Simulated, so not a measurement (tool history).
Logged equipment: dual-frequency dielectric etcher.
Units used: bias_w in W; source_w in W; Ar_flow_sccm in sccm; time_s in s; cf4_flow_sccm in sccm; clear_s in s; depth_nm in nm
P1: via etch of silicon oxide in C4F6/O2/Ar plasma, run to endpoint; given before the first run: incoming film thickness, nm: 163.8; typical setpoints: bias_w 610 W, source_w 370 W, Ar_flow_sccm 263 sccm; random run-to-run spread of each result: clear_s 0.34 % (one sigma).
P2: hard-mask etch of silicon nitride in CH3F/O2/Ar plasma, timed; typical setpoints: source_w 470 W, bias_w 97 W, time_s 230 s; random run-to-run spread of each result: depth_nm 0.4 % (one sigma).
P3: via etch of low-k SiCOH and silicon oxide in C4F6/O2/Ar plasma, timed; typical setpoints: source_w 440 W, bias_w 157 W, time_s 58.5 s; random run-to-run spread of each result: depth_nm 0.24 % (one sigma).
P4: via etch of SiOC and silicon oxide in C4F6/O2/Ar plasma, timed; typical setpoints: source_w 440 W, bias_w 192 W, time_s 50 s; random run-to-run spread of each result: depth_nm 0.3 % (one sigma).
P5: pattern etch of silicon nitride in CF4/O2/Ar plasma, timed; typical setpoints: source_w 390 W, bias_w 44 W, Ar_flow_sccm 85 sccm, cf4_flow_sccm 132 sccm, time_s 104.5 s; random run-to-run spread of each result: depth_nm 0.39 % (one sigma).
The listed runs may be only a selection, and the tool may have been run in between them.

| run | day | process | bias_w | source_w | Ar_flow_sccm | time_s | cf4_flow_sccm | hours since the last wet clean | hours since the last bias power generator calibration | hours since the last source power generator calibration | hours since the last Ar flow controller change | clear_s | depth_nm |
|---|---|---|---|---|---|---|---|---|---|---|---|---|---|
| 1 | 0.279 | P1 | 610 | 370 | 263 |  |  | 389.9 | 481.5 | 1318.3 | 1831.9 | 34.487 |  |
| 2 | 0.546 | P3 | 216 | 440 |  | 58.5 |  | 396.3 | 487.9 | 1324.7 | 1838.3 |  | 164.53 |
| 3 | 0.854 | P4 | 192 | 440 |  | 34.5 |  | 403.7 | 495.3 | 1332.1 | 1845.7 |  | 42.695 |
| 4 | 1.125 | P4 | 124 | 440 |  | 50 |  | 410.2 | 501.8 | 1338.6 | 1852.2 |  | 54.04 |
| 5 | 1.658 | P5 | 44 | 390 | 85 | 104.5 | 132 | 423 | 514.6 | 1351.4 | 1865 |  | 160.35 |
| 6 | 2.012 | P5 | 53 | 390 | 85 | 104.5 | 132 | 431.5 | 523.1 | 1359.9 | 1873.5 |  | 171.57 |
| 7 | 2.433 | P5 | 44 | 390 | 85 | 104.5 | 83 | 441.6 | 533.2 | 1370 | 1883.6 |  | 150.99 |
| 8 | 2.721 | P2 | 136 | 470 |  | 230 |  | 448.5 | 540.1 | 1376.9 | 1890.5 |  | 210.63 |
| 9 | 3.321 | P2 | 97 | 470 |  | 230 |  | 462.9 | 554.5 | 1391.3 | 1904.9 |  | 188.15 |
| 10 | 3.583 | P5 | 44 | 390 | 85 | 66.5 | 132 | 469.2 | 560.8 | 1397.6 | 1911.2 |  | 102.31 |
| 11 | 3.879 | P3 | 157 | 440 |  | 58.5 |  | 476.3 | 567.9 | 1404.7 | 1918.3 |  | 148.95 |
| 12 | 4.429 | P4 | 192 | 440 |  | 50 |  | 489.5 | 581.1 | 1417.9 | 1931.5 |  | 61.761 |
| 13 | 4.808 | P1 | 610 | 240 | 329 |  |  | 498.6 | 590.2 | 1427 | 1940.6 | 41.376 |  |
| 14 | 5.333 | P1 | 610 | 370 | 263 |  |  | 511.2 | 602.8 | 1439.6 | 1953.2 | 34.673 |  |
| 15 | 5.917 | P1 | 769 | 370 | 263 |  |  | 525.2 | 616.8 | 1453.6 | 1967.2 | 31.724 |  |
| 16 | 6.229 | P4 | 192 | 440 |  | 50 |  | 532.7 | 624.3 | 1461.1 | 1974.7 |  | 61.495 |
| 17 | 6.617 | P1 | 731 | 510 | 263 |  |  | 542 | 633.6 | 1470.4 | 1984 | 28.734 |  |
| 18 | 7.017 | P2 | 97 | 470 |  | 126.5 |  | 551.6 | 643.2 | 1480 | 1993.6 |  | 103.16 |
| 19 | 7.346 | P3 | 157 | 260 |  | 58.5 |  | 559.5 | 651.1 | 1487.9 | 2001.5 |  | 121.18 |
| 20 | 7.829 | P5 | 44 | 240 | 85 | 104.5 | 132 | 571.1 | 662.7 | 1499.5 | 2013.1 |  | 104.72 |
| 21 | 8.171 | P1 | 610 | 370 | 263 |  |  | 579.3 | 670.9 | 1507.7 | 2021.3 | 34.618 |  |
| 22 | 8.546 | P3 | 157 | 440 |  | 58.5 |  | 588.3 | 679.9 | 1516.7 | 2030.3 |  | 148.63 |
| 23 | 8.904 | P1 | 610 | 370 | 263 |  |  | 596.9 | 688.5 | 1525.3 | 2038.9 | 34.658 |  |
| 24 | 9.317 | P1 | 610 | 230 | 263 |  |  | 606.8 | 698.4 | 1535.2 | 2048.8 | 41.15 |  |
| 25 | 9.633 | P3 | 157 | 440 |  | 39 |  | 614.4 | 706 | 1542.8 | 2056.4 |  | 99.24 |
| 26 | 10.046 | P4 | 192 | 600 |  | 50 |  | 624.3 | 715.9 | 1552.7 | 2066.3 |  | 69.941 |
| 27 | 10.471 | P1 | 410 | 370 | 263 |  |  | 634.5 | 726.1 | 1562.9 | 2076.5 | 40.175 |  |
| 28 | 11.046 | P1 | 610 | 370 | 175 |  |  | 648.3 | 739.9 | 1576.7 | 2090.3 | 33.111 |  |
| 29 | 11.496 | P5 | 44 | 390 | 60 | 104.5 | 132 | 659.1 | 750.7 | 1587.5 | 2101.1 |  | 166.02 |
| 30 | 12.096 | P1 | 610 | 370 | 322 |  |  | 673.5 | 765.1 | 1601.9 | 2115.5 | 35.137 |  |
| 31 | 12.554 | P2 | 97 | 660 |  | 230 |  | 684.5 | 776.1 | 1612.9 | 2126.5 |  | 213.18 |
| 32 | 12.846 | P1 | 610 | 460 | 263 |  |  | 691.5 | 783.1 | 1619.9 | 2133.5 | 31.86 |  |
| 33 | 13.146 | P5 | 44 | 390 | 85 | 104.5 | 132 | 698.7 | 790.3 | 1627.1 | 2140.7 |  | 161.24 |

What does the tool deliver on the next run?
| 34 | 13.417 | P1 | 610 | 370 | 263 |  |  | 705.2 | 796.8 | 1633.6 | 2147.2 | ? |  |

{"run 34": {"clear_s": 34.802}}
